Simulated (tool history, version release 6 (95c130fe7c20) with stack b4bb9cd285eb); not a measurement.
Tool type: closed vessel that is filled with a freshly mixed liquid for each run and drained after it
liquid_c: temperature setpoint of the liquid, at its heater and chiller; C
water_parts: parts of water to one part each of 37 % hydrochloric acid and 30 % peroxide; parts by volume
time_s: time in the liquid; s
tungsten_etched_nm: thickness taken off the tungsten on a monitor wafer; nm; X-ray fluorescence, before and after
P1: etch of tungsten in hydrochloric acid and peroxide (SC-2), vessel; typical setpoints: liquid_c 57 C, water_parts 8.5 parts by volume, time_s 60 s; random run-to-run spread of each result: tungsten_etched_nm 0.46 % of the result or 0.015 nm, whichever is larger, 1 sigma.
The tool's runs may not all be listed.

run   hour  liquid_c  water_parts  time_s  hours since the thermometer was replaced  hours since the chemicals flow meter was replaced  hours since the drum of peroxide was connected  tungsten_etched_nm
  1    4.7        57          8.5      60                                    1067.2                                              460.6                                           275.2               39.97
  2    9.4        57          8.5      60                                    1071.9                                              465.3                                           279.9              40.258
  3   19.1        57            4      60                                    1081.6                                                475                                           289.6              70.264
  4   27.8        57          8.5     100                                    1090.3                                              483.7                                           298.3              66.764
  5   35.6      41.5          8.5      60                                    1098.1                                              491.5                                           306.1              14.132
  6   43.1        72          8.5      60                                    1105.6                                                499                                           313.6              100.24
  7   51.6        57          8.5      60                                    1114.1                                              507.5                                           322.1              40.402
  8   56.2        57            4     100                                    1118.7                                              512.1                                           326.7              117.13
  9   65.5        57          8.5      60                                      1128                                              521.4                                             336              40.378
 10   72.2        57          8.5      60                                    1134.7                                              528.1                                           342.7              40.322
 11   77.5        57         14.5      60                                      1140                                              533.4                                             348              25.657
 12     82        57          8.5      60                                    1144.5                                              537.9                                           352.5              39.921
 13   91.4        57          8.5      30                                    1153.9                                              547.3                                           361.9              20.284
 14   98.5        57          8.5      60                                      1161                                              554.4                                             369              40.306
 15  103.2        57          8.5      60                                    1165.7                                              559.1                                           373.7               39.16
 16    113        57          8.5      60                                    1175.5                                              568.9                                           383.5              38.482
 17  119.7        57          8.5      60                                    1182.2                                              575.6                                           390.2              37.696
 18  126.8        57          8.5      60                                    1189.3                                              582.7                                           397.3              37.508
 19  131.8        57          8.5      60                                    1194.3                                              587.7                                           402.3              37.415
     137.9  -- new drum of peroxide connected
 20  138.6        57          8.5      60                                    1201.1                                              594.5                                             0.7              36.846
 21  143.2        57          8.5      60                                    1205.7                                              599.1                                             5.3              37.334
 22  149.1        57          8.5      60                                    1211.6                                                605                                            11.2              36.953
 23  157.3        57          8.5      60                                    1219.8                                              613.2                                            19.4              36.856

The log shows P1 creeping away from where it was. Any of the 2 causes listed here, at the size stated for it, fits the log just as well as the others:
A: liquid colder than its thermometer reads (K) = 1.38
B: chemicals flow below the setpoint (%) = 10.2
Creep in the process output first set in at about hour 98.5.
Why every other cause is out:
peroxide weaker than its label (%): maintenance at hour 137.9, after the shift began, did not return the process to its former output

The list below offers 4 check runs, each averaging the results of 2 wafers, and shows each result as a question mark. For which of them would the listed causes give clearly different results?
check 1  165.5        72          8.5     100                                                                                                                                                                ?
check 2  165.5        42            4      60                                                                                                                                                                ?
check 3  165.5        57            6      60                                                                                                                                                                ?
check 4  165.5      70.5          8.5      30                                                                                                                                                                ?

Expected result of each check under each candidate cause:
  check              result    if A    if B
check 1  tungsten_etched_nm  154.78  153.71
check 2  tungsten_etched_nm  23.436  24.011
check 3  tungsten_etched_nm  48.377  48.703
check 4  tungsten_etched_nm   42.49  42.226
Separation of the two closest causes in each check, using whichever result separates them best: check 1 0.69 %; check 2 2.42 %; check 3 0.67 %; check 4 0.62 %
Check 2 is the one run that separates the causes; every other check would come out nearly the same whichever cause is at work.

Check 2 was carried out, with these results: tungsten_etched_nm 24.027 nm. Which of the listed causes is responsible?

The cause is B: chemicals flow below the setpoint (%).

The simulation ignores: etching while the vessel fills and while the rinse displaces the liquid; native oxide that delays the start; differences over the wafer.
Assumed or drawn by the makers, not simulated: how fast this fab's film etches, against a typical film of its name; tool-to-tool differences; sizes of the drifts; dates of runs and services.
